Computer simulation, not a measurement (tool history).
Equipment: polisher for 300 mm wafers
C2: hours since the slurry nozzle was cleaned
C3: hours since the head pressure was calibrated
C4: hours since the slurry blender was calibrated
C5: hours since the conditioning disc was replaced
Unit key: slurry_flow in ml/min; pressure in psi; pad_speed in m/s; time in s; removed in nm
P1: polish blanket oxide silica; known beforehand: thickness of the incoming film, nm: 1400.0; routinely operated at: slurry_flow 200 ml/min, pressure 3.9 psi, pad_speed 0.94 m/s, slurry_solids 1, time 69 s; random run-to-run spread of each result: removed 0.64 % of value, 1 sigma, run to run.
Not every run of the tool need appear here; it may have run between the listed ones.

run 1 day=0.417 | slurry_flow=200 pressure=3.9 pad_speed=0.94 slurry_solids=1 time=69 | wafers_polished_on_this_pad=1059 C2=237 C3=203.5 C4=98.4 C5=258.6 | removed=198.33
run 2 day=1.075 | slurry_flow=200 pressure=3.9 pad_speed=0.94 slurry_solids=1 time=69 | wafers_polished_on_this_pad=1271 C2=252.8 C3=219.3 C4=114.2 C5=274.4 | removed=194.31
-- day=1.188 slurry blender recalibrated
run 3 day=1.721 | slurry_flow=200 pressure=3.9 pad_speed=0.94 slurry_solids=1 time=69 | wafers_polished_on_this_pad=1480 C2=268.3 C3=234.8 C4=12.8 C5=289.9 | removed=197.6
run 4 day=2.471 | slurry_flow=200 pressure=6 pad_speed=1.38 slurry_solids=1 time=69 | wafers_polished_on_this_pad=1722 C2=286.3 C3=252.8 C4=30.8 C5=307.9 | removed=416.75
run 5 day=3.192 | slurry_flow=200 pressure=3.9 pad_speed=0.94 slurry_solids=1 time=69 | wafers_polished_on_this_pad=1955 C2=303.6 C3=270.1 C4=48.1 C5=325.2 | removed=198.25
run 6 day=3.562 | slurry_flow=200 pressure=3.9 pad_speed=0.94 slurry_solids=1.25 time=103 | wafers_polished_on_this_pad=2074 C2=312.5 C3=279 C4=57 C5=334.1 | removed=321.7
-- day=3.667 slurry nozzle cleaned
run 7 day=4.079 | slurry_flow=200 pressure=3.9 pad_speed=0.46 slurry_solids=1 time=69 | wafers_polished_on_this_pad=2241 C2=9.9 C3=291.4 C4=69.4 C5=346.5 | removed=112.28
run 8 day=4.629 | slurry_flow=200 pressure=3.9 pad_speed=1.4 slurry_solids=1 time=69 | wafers_polished_on_this_pad=2419 C2=23.1 C3=304.6 C4=82.6 C5=359.7 | removed=273.24
run 9 day=5.367 | slurry_flow=120 pressure=3.9 pad_speed=0.94 slurry_solids=1 time=69 | wafers_polished_on_this_pad=2657 C2=40.8 C3=322.3 C4=100.3 C5=377.4 | removed=181.46
run 10 day=5.858 | slurry_flow=200 pressure=3.9 pad_speed=0.94 slurry_solids=1 time=69 | wafers_polished_on_this_pad=2815 C2=52.6 C3=334.1 C4=112.1 C5=389.2 | removed=197.56
run 11 day=6.275 | slurry_flow=200 pressure=3.9 pad_speed=1.28 slurry_solids=1.35 time=69 | wafers_polished_on_this_pad=2950 C2=62.6 C3=344.1 C4=122.1 C5=399.2 | removed=289.57
run 12 day=6.638 | slurry_flow=200 pressure=3.9 pad_speed=0.94 slurry_solids=1 time=46 | wafers_polished_on_this_pad=3067 C2=71.3 C3=352.8 C4=130.8 C5=407.9 | removed=132.2
run 13 day=7.2 | slurry_flow=255 pressure=3.9 pad_speed=0.94 slurry_solids=1 time=69 | wafers_polished_on_this_pad=3249 C2=84.8 C3=366.3 C4=144.3 C5=421.4 | removed=205.77
run 14 day=7.775 | slurry_flow=200 pressure=3.9 pad_speed=0.94 slurry_solids=1 time=90 | wafers_polished_on_this_pad=3434 C2=98.6 C3=380.1 C4=158.1 C5=435.2 | removed=258.8
run 15 day=8.225 | slurry_flow=200 pressure=3.9 pad_speed=0.94 slurry_solids=1.25 time=69 | wafers_polished_on_this_pad=3580 C2=109.4 C3=390.9 C4=168.9 C5=446 | removed=216.74
run 16 day=8.767 | slurry_flow=200 pressure=2.2 pad_speed=0.94 slurry_solids=1 time=69 | wafers_polished_on_this_pad=3754 C2=122.4 C3=403.9 C4=181.9 C5=459 | removed=111.24
run 17 day=9.383 | slurry_flow=200 pressure=3.9 pad_speed=0.94 slurry_solids=1 time=69 | wafers_polished_on_this_pad=3954 C2=137.2 C3=418.7 C4=196.7 C5=473.8 | removed=197.5

What does the tool deliver on the next run?
run 18 day=10.033 | slurry_flow=200 pressure=3.9 pad_speed=0.94 slurry_solids=0.55 time=69 | wafers_polished_on_this_pad=4163 C2=152.8 C3=434.3 C4=212.3 C5=489.4 | removed=?

removed: 145.19 nm
